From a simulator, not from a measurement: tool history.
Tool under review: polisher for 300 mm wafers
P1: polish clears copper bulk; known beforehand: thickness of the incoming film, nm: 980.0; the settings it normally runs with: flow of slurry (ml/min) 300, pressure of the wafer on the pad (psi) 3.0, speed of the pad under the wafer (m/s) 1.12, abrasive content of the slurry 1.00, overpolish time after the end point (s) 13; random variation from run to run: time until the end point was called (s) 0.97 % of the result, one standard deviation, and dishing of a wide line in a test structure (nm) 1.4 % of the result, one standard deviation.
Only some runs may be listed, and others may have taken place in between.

run	day	flow of slurry (ml/min)	pressure of the wafer on the pad (psi)	speed of the pad under the wafer (m/s)	abrasive content of the slurry	overpolish time after the end point (s)	time until the end point was called (s)	dishing of a wide line in a test structure (nm)
1	0.350	300	3.0	1.12	1.00	13	85.846	66.762
2	0.962	300	3.0	1.12	1.00	23	88.364	87.792
3	1.438	300	1.7	1.12	1.00	13	152.000	45.374
4	1.808	300	3.0	1.52	1.00	13	63.529	79.669
5	2.412	300	3.8	1.12	1.00	13	69.053	80.754
6	2.725	300	3.0	1.12	1.00	13	86.866	68.140
7	3.217	300	3.0	1.12	1.40	13	81.229	70.667
8	3.846	300	3.0	1.12	1.00	5	86.819	36.242
9	4.175	300	3.0	1.12	0.55	13	96.977	62.912
10	4.858	300	3.0	0.82	0.60	13	130.880	52.462
11	5.350	300	3.0	0.66	1.00	13	147.360	49.197
12	5.688	390	3.0	1.12	1.00	13	86.116	68.361
# day 6.133: slurry blender recalibrated
13	6.262	385	3.0	1.12	0.80	13	88.010	69.051
14	6.621	300	3.0	1.12	1.00	13	85.602	68.955
15	6.967	300	3.0	1.12	1.00	13	86.464	67.385
16	7.262	180	3.0	1.12	1.00	13	92.198	65.853
17	7.938	300	3.0	1.12	1.00	13	85.357	68.158
18	8.400	300	3.0	1.12	1.00	13	89.325	67.762
19	8.754	300	3.0	1.12	1.00	13	87.526	68.201
20	9.388	300	3.0	1.12	1.00	13	88.852	66.432
# day 9.646: head pressure recalibrated
21	9.846	300	3.0	1.12	1.00	13	89.560	68.932
22	10.196	300	3.0	1.12	1.00	13	90.385	67.669
23	10.688	300	3.0	1.12	1.00	13	91.156	65.220
# day 10.812: slurry blender recalibrated
24	11.138	300	3.0	1.12	1.00	13	92.334	65.057
25	11.721	300	3.0	1.12	1.00	13	92.990	67.324
26	12.238	300	3.0	1.12	1.00	13	91.969	67.480
27	12.758	300	3.0	1.12	1.00	13	91.849	66.131

The output of P1 has drifted from where it used to be. Each of the 2 causes below, taken at the size shown beside it, accounts for the log equally well:
A: removal rate lost through wear of the pad, % = 5.49
B: slurry flow missing at the pad, % = 38.9
The onset of the drift is placed at about day 7.938.
Each remaining cause and why it is not a fit:
head's pressure below its setpoint, %: maintenance at day 9.646, after the shift began, did not return the process to its former output
abrasive missing from the slurry, %: maintenance at day 10.812, after the shift began, did not return the process to its former output

Which of the 4 check runs listed below, each an average over 5 wafers with its results shown as question marks, gives clearly different results under the different listed causes?
check 1	13.279	300	3.8	1.12	1.30	13	?	?
check 2	13.279	300	3.0	1.12	1.20	13	?	?
check 3	13.279	300	3.0	1.12	0.60	13	?	?
check 4	13.279	180	3.7	1.12	1.00	13	?	?

How each check would come out, cause by cause:
check	result	if A	if B
check 1	time until the end point was called (s)	68.529	68.526
check 1	dishing of a wide line in a test structure (nm)	79.098	79.099
check 2	time until the end point was called (s)	88.344	88.341
check 2	dishing of a wide line in a test structure (nm)	67.819	67.821
check 3	time until the end point was called (s)	102.190	102.180
check 3	dishing of a wide line in a test structure (nm)	62.602	62.603
check 4	time until the end point was called (s)	79.049	81.818
check 4	dishing of a wide line in a test structure (nm)	73.663	72.385
Separation of the two closest causes in each check, using whichever result separates them best: check 1 0 %; check 2 0 %; check 3 0 %; check 4 3.44 %
Of the check runs offered, only check 4 discriminates between the causes; the rest would read about the same regardless of which cause applies.

Check 4 has now been run. It gave: time until the end point was called (s) 79.022; dishing of a wide line in a test structure (nm) 73.239. Which of the candidate causes is it?

It is A: removal rate lost through wear of the pad, %.
